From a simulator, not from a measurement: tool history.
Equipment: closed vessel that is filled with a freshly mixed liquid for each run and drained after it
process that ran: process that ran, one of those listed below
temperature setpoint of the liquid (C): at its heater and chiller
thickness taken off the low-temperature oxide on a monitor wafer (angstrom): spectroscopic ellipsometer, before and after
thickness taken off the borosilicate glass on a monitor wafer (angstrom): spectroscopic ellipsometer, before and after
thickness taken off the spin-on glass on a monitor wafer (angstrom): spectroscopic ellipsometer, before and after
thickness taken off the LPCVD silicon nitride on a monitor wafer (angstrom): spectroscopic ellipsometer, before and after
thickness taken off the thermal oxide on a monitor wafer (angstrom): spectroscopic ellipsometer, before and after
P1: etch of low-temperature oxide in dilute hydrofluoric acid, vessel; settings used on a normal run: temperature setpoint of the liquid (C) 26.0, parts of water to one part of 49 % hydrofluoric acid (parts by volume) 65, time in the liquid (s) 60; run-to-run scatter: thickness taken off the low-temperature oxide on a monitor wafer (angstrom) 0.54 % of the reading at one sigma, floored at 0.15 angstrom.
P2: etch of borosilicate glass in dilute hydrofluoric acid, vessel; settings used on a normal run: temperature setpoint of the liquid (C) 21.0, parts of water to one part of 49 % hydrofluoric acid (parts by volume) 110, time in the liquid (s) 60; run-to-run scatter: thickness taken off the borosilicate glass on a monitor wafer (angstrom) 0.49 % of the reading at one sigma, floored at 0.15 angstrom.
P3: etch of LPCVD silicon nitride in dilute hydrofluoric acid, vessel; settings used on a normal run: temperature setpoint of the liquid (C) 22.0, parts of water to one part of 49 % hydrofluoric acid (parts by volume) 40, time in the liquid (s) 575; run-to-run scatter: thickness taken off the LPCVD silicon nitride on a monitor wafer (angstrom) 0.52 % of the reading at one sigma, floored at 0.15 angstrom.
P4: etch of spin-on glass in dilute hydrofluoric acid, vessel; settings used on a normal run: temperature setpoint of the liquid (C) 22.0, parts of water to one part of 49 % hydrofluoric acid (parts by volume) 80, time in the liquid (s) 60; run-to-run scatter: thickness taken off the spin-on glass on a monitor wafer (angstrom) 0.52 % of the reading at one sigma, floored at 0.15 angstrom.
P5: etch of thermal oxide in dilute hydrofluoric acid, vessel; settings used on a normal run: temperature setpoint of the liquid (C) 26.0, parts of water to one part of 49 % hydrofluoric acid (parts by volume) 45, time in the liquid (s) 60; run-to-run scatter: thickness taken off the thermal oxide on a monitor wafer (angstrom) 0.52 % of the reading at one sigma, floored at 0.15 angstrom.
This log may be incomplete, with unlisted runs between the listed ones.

| run | hour | process that ran | temperature setpoint of the liquid (C) | parts of water to one part of 49 % hydrofluoric acid (parts by volume) | time in the liquid (s) | thickness taken off the low-temperature oxide on a monitor wafer (angstrom) | thickness taken off the borosilicate glass on a monitor wafer (angstrom) | thickness taken off the spin-on glass on a monitor wafer (angstrom) | thickness taken off the LPCVD silicon nitride on a monitor wafer (angstrom) | thickness taken off the thermal oxide on a monitor wafer (angstrom) |
|---|---|---|---|---|---|---|---|---|---|---|
| 1 | 2.5 | P1 | 26.0 | 65 | 60 | 186.910 |  |  |  |  |
| 2 | 5.1 | P2 | 21.0 | 110 | 60 |  | 162.330 |  |  |  |
| 3 | 8.8 | P4 | 29.0 | 80 | 60 |  |  | 345.92 |  |  |
| 4 | 12.7 | P1 | 26.0 | 100 | 60 | 115.940 |  |  |  |  |
| 5 | 16.3 | P2 | 21.0 | 35 | 60 |  | 563.420 |  |  |  |
| 6 | 20.5 | P1 | 20.0 | 65 | 60 | 148.360 |  |  |  |  |
|  | 24.8 | thermometer replaced |
| 7 | 25.2 | P4 | 22.0 | 80 | 30 |  |  | 131.47 |  |  |
| 8 | 28.5 | P1 | 26.0 | 20 | 60 | 645.090 |  |  |  |  |
| 9 | 32.9 | P2 | 28.5 | 110 | 60 |  | 217.680 |  |  |  |
| 10 | 35.9 | P3 | 22.0 | 40 | 1075 |  |  |  | 126.670 |  |
| 11 | 40.0 | P5 | 31.0 | 45 | 60 |  |  |  |  | 89.198 |
| 12 | 44.9 | P1 | 26.0 | 20 | 105 | 1145.400 |  |  |  |  |
| 13 | 48.8 | P3 | 22.0 | 20 | 575 |  |  |  | 130.950 |  |
| 14 | 54.3 | P3 | 22.0 | 40 | 575 |  |  |  | 67.422 |  |
| 15 | 57.2 | P5 | 26.0 | 75 | 60 |  |  |  |  | 42.324 |
| 16 | 62.1 | P2 | 21.0 | 110 | 60 |  | 162.820 |  |  |  |
| 17 | 65.9 | P4 | 22.0 | 135 | 60 |  |  | 145.02 |  |  |
| 18 | 70.9 | P1 | 26.0 | 65 | 60 | 186.960 |  |  |  |  |
| 19 | 76.0 | P1 | 26.0 | 65 | 60 | 187.840 |  |  |  |  |
| 20 | 81.1 | P1 | 26.0 | 65 | 60 | 188.020 |  |  |  |  |
| 21 | 85.5 | P3 | 22.0 | 40 | 575 |  |  |  | 67.911 |  |
| 22 | 90.5 | P1 | 32.5 | 90 | 60 | 167.400 |  |  |  |  |
| 23 | 93.6 | P4 | 22.0 | 80 | 60 |  |  | 263.40 |  |  |
| 24 | 98.1 | P1 | 26.0 | 65 | 60 | 186.100 |  |  |  |  |
| 25 | 102.1 | P1 | 26.0 | 65 | 105 | 329.750 |  |  |  |  |
| 26 | 106.3 | P3 | 17.0 | 40 | 575 |  |  |  | 46.984 |  |
| 27 | 111.8 | P5 | 26.0 | 45 | 60 |  |  |  |  | 73.421 |
| 28 | 115.4 | P1 | 26.0 | 65 | 60 | 187.960 |  |  |  |  |
| 29 | 119.3 | P5 | 26.0 | 45 | 115 |  |  |  |  | 141.390 |
| 30 | 124.5 | P1 | 30.5 | 65 | 60 | 222.450 |  |  |  |  |
| 31 | 128.4 | P2 | 21.0 | 110 | 30 |  | 81.501 |  |  |  |
| 32 | 133.7 | P1 | 26.0 | 65 | 30 | 94.196 |  |  |  |  |
| 33 | 139.4 | P1 | 26.0 | 90 | 30 | 65.735 |  |  |  |  |
| 34 | 142.7 | P1 | 26.0 | 65 | 60 | 189.270 |  |  |  |  |
| 35 | 146.9 | P1 | 26.0 | 65 | 60 | 180.800 |  |  |  |  |
| 36 | 151.3 | P1 | 26.0 | 65 | 60 | 179.100 |  |  |  |  |
| 37 | 156.1 | P1 | 26.0 | 65 | 60 | 175.810 |  |  |  |  |
| 38 | 160.1 | P1 | 26.0 | 65 | 60 | 175.980 |  |  |  |  |
| 39 | 163.7 | P1 | 26.0 | 65 | 60 | 175.960 |  |  |  |  |
| 40 | 166.3 | P1 | 26.0 | 65 | 60 | 174.060 |  |  |  |  |

What P1 gives has crept away from where it was. These 2 causes fit the log equally well, each at the size given:
A: hydrofluoric acid flow below the setpoint (%) = 5.94
B: liquid colder than its thermometer reads (K) = 1.66
The drift started at roughly hour 142.7.

Listed below are the offered check runs, one wafer per run, with question marks in place of results. For which of them would the causes give clearly different outcomes?
| check 1 | 168.9 | P2 | 21.0 | 110 | 60 |  | ? |  |  |  |
| check 2 | 168.9 | P3 | 22.0 | 40 | 575 |  |  |  | ? |  |
| check 3 | 168.9 | P5 | 26.0 | 45 | 60 |  |  |  |  | ? |
| check 4 | 168.9 | P4 | 22.0 | 80 | 60 |  |  | ? |  |  |

Outcome of each check run for each possible cause:
| check | result | if A | if B |
|---|---|---|---|
| check 1 | thickness taken off the borosilicate glass on a monitor wafer (angstrom) | 151.890 | 152.100 |
| check 2 | thickness taken off the LPCVD silicon nitride on a monitor wafer (angstrom) | 63.411 | 60.004 |
| check 3 | thickness taken off the thermal oxide on a monitor wafer (angstrom) | 68.703 | 68.512 |
| check 4 | thickness taken off the spin-on glass on a monitor wafer (angstrom) | 245.47 | 245.20 |
Minimum pairwise separation of causes per check, each pair taken at its best-separating result: check 1 0.14 %; check 2 5.52 %; check 3 0.28 %; check 4 0.11 %
Only check 2 tells the causes apart: in the others they would give nearly the same result.

Check 2 has now been run. It gave: thickness taken off the LPCVD silicon nitride on a monitor wafer (angstrom) 63.890. Which of the candidate causes is it?

The cause is A: hydrofluoric acid flow below the setpoint (%).
